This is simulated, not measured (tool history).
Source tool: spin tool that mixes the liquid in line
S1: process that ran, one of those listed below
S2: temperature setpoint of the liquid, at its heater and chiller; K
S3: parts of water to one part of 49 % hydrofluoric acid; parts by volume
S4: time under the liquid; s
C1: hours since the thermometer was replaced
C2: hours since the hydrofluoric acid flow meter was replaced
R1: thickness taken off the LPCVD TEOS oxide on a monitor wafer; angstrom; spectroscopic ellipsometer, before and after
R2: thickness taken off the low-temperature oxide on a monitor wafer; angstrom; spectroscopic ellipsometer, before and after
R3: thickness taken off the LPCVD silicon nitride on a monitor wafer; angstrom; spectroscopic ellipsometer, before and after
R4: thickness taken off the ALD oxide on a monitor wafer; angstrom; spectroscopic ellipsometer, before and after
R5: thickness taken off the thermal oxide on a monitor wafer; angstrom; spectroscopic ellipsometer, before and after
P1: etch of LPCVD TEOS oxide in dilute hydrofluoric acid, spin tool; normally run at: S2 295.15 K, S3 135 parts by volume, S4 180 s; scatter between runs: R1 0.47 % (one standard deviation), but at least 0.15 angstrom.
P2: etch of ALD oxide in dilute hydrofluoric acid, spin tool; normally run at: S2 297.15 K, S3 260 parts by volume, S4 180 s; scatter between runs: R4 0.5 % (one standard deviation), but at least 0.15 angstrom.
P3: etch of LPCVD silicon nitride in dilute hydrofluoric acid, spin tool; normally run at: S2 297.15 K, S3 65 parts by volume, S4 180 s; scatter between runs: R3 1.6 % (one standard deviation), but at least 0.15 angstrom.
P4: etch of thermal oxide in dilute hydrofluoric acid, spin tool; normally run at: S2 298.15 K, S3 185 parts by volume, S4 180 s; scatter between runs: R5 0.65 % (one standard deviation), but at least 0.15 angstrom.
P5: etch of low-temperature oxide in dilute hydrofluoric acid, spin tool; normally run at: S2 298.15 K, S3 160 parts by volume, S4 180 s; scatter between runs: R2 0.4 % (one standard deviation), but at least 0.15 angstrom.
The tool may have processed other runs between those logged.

Run 1, day 0.312: S1 P1, S2 295.15 K, S3 135 parts by volume, S4 180 s; C1 212.8; C2 603.8. Result: R1 334.700 angstrom.
Run 2, day 0.967: S1 P5, S2 298.15 K, S3 265 parts by volume, S4 180 s; C1 228.5; C2 619.5. Result: R2 105.720 angstrom.
Run 3, day 1.458: S1 P3, S2 290.15 K, S3 65 parts by volume, S4 180 s; C1 240.3; C2 631.3. Result: R3 8.5263 angstrom.
Run 4, day 1.929: S1 P2, S2 297.15 K, S3 260 parts by volume, S4 180 s; C1 251.6; C2 642.6. Result: R4 79.145 angstrom.
Run 5, day 2.600: S1 P5, S2 298.15 K, S3 160 parts by volume, S4 180 s; C1 267.7; C2 658.7. Result: R2 196.560 angstrom.
Run 6, day 3.108: S1 P1, S2 295.15 K, S3 35 parts by volume, S4 310 s; C1 279.9; C2 670.9. Result: R1 2502.900 angstrom.
Run 7, day 3.579: S1 P2, S2 297.15 K, S3 260 parts by volume, S4 65 s; C1 291.2; C2 682.2. Result: R4 28.509 angstrom.
Run 8, day 4.046: S1 P3, S2 297.15 K, S3 65 parts by volume, S4 180 s; C1 302.4; C2 693.4. Result: R3 14.2240 angstrom.
Run 9, day 4.654: S1 P1, S2 295.15 K, S3 135 parts by volume, S4 180 s; C1 317.0; C2 708.0. Result: R1 337.020 angstrom.
Run 10, day 5.146: S1 P1, S2 295.15 K, S3 135 parts by volume, S4 295 s; C1 328.8; C2 719.8. Result: R1 552.420 angstrom.
Run 11, day 5.704: S1 P2, S2 303.65 K, S3 260 parts by volume, S4 180 s; C1 342.2; C2 733.2. Result: R4 98.318 angstrom.
Run 12, day 6.362: S1 P3, S2 297.15 K, S3 35 parts by volume, S4 180 s; C1 358.0; C2 749.0. Result: R3 26.0370 angstrom.
Run 13, day 6.875: S1 P1, S2 295.15 K, S3 195 parts by volume, S4 35 s; C1 370.3; C2 761.3. Result: R1 42.567 angstrom.
Run 14, day 7.221: S1 P1, S2 302.65 K, S3 55 parts by volume, S4 180 s; C1 378.6; C2 769.6. Result: R1 1218.600 angstrom.
Run 15, day 7.704: S1 P4, S2 298.15 K, S3 185 parts by volume, S4 180 s; C1 390.2; C2 781.2. Result: R5 43.628 angstrom.
Run 16, day 8.254: S1 P5, S2 290.65 K, S3 160 parts by volume, S4 180 s; C1 403.4; C2 794.4. Result: R2 145.720 angstrom.
Run 17, day 8.608: S1 P1, S2 290.15 K, S3 135 parts by volume, S4 180 s; C1 411.9; C2 802.9. Result: R1 272.470 angstrom.
Run 18, day 9.238: S1 P1, S2 295.15 K, S3 230 parts by volume, S4 180 s; C1 427.0; C2 818.0. Result: R1 179.380 angstrom.
Run 19, day 9.546: S1 P3, S2 297.15 K, S3 65 parts by volume, S4 180 s; C1 434.4; C2 825.4. Result: R3 14.1530 angstrom.
Run 20, day 9.988: S1 P5, S2 298.15 K, S3 160 parts by volume, S4 180 s; C1 445.0; C2 836.0. Result: R2 195.410 angstrom.
Run 21, day 10.488: S1 P5, S2 298.15 K, S3 160 parts by volume, S4 50 s; C1 457.0; C2 848.0. Result: R2 54.645 angstrom.
Run 22, day 10.833: S1 P1, S2 295.15 K, S3 135 parts by volume, S4 180 s; C1 465.3; C2 856.3. Result: R1 338.690 angstrom.
Run 23, day 11.338: S1 P2, S2 297.15 K, S3 95 parts by volume, S4 180 s; C1 477.4; C2 868.4. Result: R4 261.120 angstrom.
Run 24, day 11.921: S1 P4, S2 298.15 K, S3 255 parts by volume, S4 180 s; C1 491.4; C2 882.4. Result: R5 29.686 angstrom.
Run 25, day 12.533: S1 P1, S2 303.65 K, S3 135 parts by volume, S4 180 s; C1 506.1; C2 897.1. Result: R1 465.070 angstrom.
Run 26, day 13.171: S1 P1, S2 295.15 K, S3 25 parts by volume, S4 180 s; C1 521.4; C2 912.4. Result: R1 2055.000 angstrom.

Predict the results of run 27:
Run 27, day 13.754: S1 P4, S2 298.15 K, S3 185 parts by volume, S4 345 s; C1 535.4; C2 926.4. Result: R5 ?.

Run 27 gave R5 84.215 angstrom.

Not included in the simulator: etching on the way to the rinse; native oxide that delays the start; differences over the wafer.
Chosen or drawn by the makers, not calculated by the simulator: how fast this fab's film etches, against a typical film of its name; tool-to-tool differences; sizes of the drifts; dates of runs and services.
